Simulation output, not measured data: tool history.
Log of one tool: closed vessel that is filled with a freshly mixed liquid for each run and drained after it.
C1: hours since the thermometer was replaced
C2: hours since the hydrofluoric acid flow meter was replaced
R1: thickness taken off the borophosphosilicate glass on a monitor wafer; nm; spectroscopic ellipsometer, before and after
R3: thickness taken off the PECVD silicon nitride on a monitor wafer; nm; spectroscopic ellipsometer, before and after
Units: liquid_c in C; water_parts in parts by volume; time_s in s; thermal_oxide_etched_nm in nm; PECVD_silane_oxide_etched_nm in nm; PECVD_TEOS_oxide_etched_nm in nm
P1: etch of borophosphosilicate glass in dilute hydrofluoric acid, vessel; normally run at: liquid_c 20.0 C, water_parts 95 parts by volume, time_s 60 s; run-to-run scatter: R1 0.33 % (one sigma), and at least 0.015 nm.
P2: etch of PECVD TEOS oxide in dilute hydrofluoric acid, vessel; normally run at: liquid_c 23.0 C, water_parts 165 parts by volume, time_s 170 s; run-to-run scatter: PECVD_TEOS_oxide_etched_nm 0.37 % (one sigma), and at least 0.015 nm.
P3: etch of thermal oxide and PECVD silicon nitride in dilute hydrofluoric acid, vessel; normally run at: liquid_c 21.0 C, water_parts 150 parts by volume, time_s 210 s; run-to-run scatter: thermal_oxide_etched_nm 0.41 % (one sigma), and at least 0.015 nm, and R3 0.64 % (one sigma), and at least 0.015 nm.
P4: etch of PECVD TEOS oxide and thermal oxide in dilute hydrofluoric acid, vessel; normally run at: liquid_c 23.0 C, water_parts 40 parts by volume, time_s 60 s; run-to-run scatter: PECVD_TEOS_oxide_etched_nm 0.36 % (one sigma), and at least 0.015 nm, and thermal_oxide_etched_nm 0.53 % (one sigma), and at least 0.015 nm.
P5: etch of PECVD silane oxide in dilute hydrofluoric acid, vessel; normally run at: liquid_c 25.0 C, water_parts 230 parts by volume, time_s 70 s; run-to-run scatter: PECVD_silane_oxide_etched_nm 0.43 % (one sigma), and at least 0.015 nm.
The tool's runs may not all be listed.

run 1 hour=3.6 | process=P1 liquid_c=20.0 water_parts=95 time_s=60 | C1=755.9 C2=706.3 | R1=14.4010
run 2 hour=8.5 | process=P3 liquid_c=21.0 water_parts=150 time_s=210 | C1=760.8 C2=711.2 | thermal_oxide_etched_nm=5.4569 R3=4.4236
run 3 hour=12.5 | process=P5 liquid_c=25.0 water_parts=230 time_s=70 | C1=764.8 C2=715.2 | PECVD_silane_oxide_etched_nm=7.2626
run 4 hour=15.1 | process=P2 liquid_c=23.0 water_parts=165 time_s=325 | C1=767.4 C2=717.8 | PECVD_TEOS_oxide_etched_nm=33.531
run 5 hour=18.0 | process=P1 liquid_c=20.0 water_parts=95 time_s=60 | C1=770.3 C2=720.7 | R1=14.2770
run 6 hour=21.5 | process=P5 liquid_c=17.5 water_parts=230 time_s=70 | C1=773.8 C2=724.2 | PECVD_silane_oxide_etched_nm=5.4866
run 7 hour=24.7 | process=P4 liquid_c=23.0 water_parts=55 time_s=60 | C1=777.0 C2=727.4 | thermal_oxide_etched_nm=5.4529 PECVD_TEOS_oxide_etched_nm=24.390
run 8 hour=27.4 | process=P3 liquid_c=21.0 water_parts=25 time_s=210 | C1=779.7 C2=730.1 | thermal_oxide_etched_nm=37.6420 R3=25.0980
run 9 hour=30.7 | process=P1 liquid_c=20.0 water_parts=145 time_s=60 | C1=783.0 C2=733.4 | R1=8.8987
run 10 hour=33.2 | process=P2 liquid_c=23.0 water_parts=165 time_s=170 | C1=785.5 C2=735.9 | PECVD_TEOS_oxide_etched_nm=17.490
run 11 hour=36.3 | process=P3 liquid_c=21.0 water_parts=150 time_s=210 | C1=788.6 C2=739.0 | thermal_oxide_etched_nm=5.4657 R3=4.3999
-- hour=37.4 thermometer replaced
run 12 hour=39.8 | process=P1 liquid_c=17.0 water_parts=95 time_s=60 | C1=2.4 C2=742.5 | R1=12.6210
run 13 hour=43.0 | process=P1 liquid_c=20.0 water_parts=55 time_s=60 | C1=5.6 C2=745.7 | R1=25.8100
run 14 hour=47.0 | process=P2 liquid_c=23.0 water_parts=90 time_s=170 | C1=9.6 C2=749.7 | PECVD_TEOS_oxide_etched_nm=34.926
run 15 hour=50.6 | process=P1 liquid_c=20.0 water_parts=35 time_s=30 | C1=13.2 C2=753.3 | R1=20.9100
run 16 hour=53.8 | process=P1 liquid_c=20.0 water_parts=95 time_s=30 | C1=16.4 C2=756.5 | R1=7.2000
run 17 hour=56.1 | process=P1 liquid_c=20.0 water_parts=95 time_s=105 | C1=18.7 C2=758.8 | R1=25.0030
run 18 hour=60.8 | process=P1 liquid_c=20.0 water_parts=95 time_s=60 | C1=23.4 C2=763.5 | R1=14.2860
run 19 hour=64.6 | process=P5 liquid_c=25.0 water_parts=60 time_s=70 | C1=27.2 C2=767.3 | PECVD_silane_oxide_etched_nm=34.1250
run 20 hour=69.2 | process=P4 liquid_c=23.0 water_parts=40 time_s=60 | C1=31.8 C2=771.9 | thermal_oxide_etched_nm=7.5783 PECVD_TEOS_oxide_etched_nm=34.110
run 21 hour=71.8 | process=P4 liquid_c=23.0 water_parts=40 time_s=30 | C1=34.4 C2=774.5 | thermal_oxide_etched_nm=3.8359 PECVD_TEOS_oxide_etched_nm=17.054
run 22 hour=75.8 | process=P5 liquid_c=25.0 water_parts=230 time_s=30 | C1=38.4 C2=778.5 | PECVD_silane_oxide_etched_nm=3.1394
-- hour=78.4 hydrofluoric acid flow meter replaced
run 23 hour=78.5 | process=P4 liquid_c=17.0 water_parts=40 time_s=60 | C1=41.1 C2=0.1 | thermal_oxide_etched_nm=5.9613 PECVD_TEOS_oxide_etched_nm=26.394
run 24 hour=81.6 | process=P1 liquid_c=27.0 water_parts=95 time_s=60 | C1=44.2 C2=3.2 | R1=18.8530
run 25 hour=85.8 | process=P5 liquid_c=25.0 water_parts=230 time_s=70 | C1=48.4 C2=7.4 | PECVD_silane_oxide_etched_nm=7.3050
run 26 hour=90.3 | process=P1 liquid_c=20.0 water_parts=95 time_s=60 | C1=52.9 C2=11.9 | R1=14.3470
run 27 hour=94.6 | process=P3 liquid_c=17.0 water_parts=150 time_s=210 | C1=57.2 C2=16.2 | thermal_oxide_etched_nm=4.6154 R3=3.3200
run 28 hour=97.5 | process=P3 liquid_c=21.0 water_parts=150 time_s=50 | C1=60.1 C2=19.1 | thermal_oxide_etched_nm=1.3073 R3=1.0363
run 29 hour=100.6 | process=P2 liquid_c=17.0 water_parts=165 time_s=170 | C1=63.2 C2=22.2 | PECVD_TEOS_oxide_etched_nm=13.728
run 30 hour=102.9 | process=P2 liquid_c=23.0 water_parts=165 time_s=170 | C1=65.5 C2=24.5 | PECVD_TEOS_oxide_etched_nm=17.464
run 31 hour=106.4 | process=P1 liquid_c=20.0 water_parts=95 time_s=60 | C1=69.0 C2=28.0 | R1=14.2930
run 32 hour=110.3 | process=P1 liquid_c=27.5 water_parts=95 time_s=30 | C1=72.9 C2=31.9 | R1=9.6475

The next listed run, before its measurement:
run 33 hour=114.6 | process=P1 liquid_c=20.0 water_parts=95 time_s=60 | C1=77.2 C2=36.2 | R1=?

Run 33 gave R1 14.3700 nm.
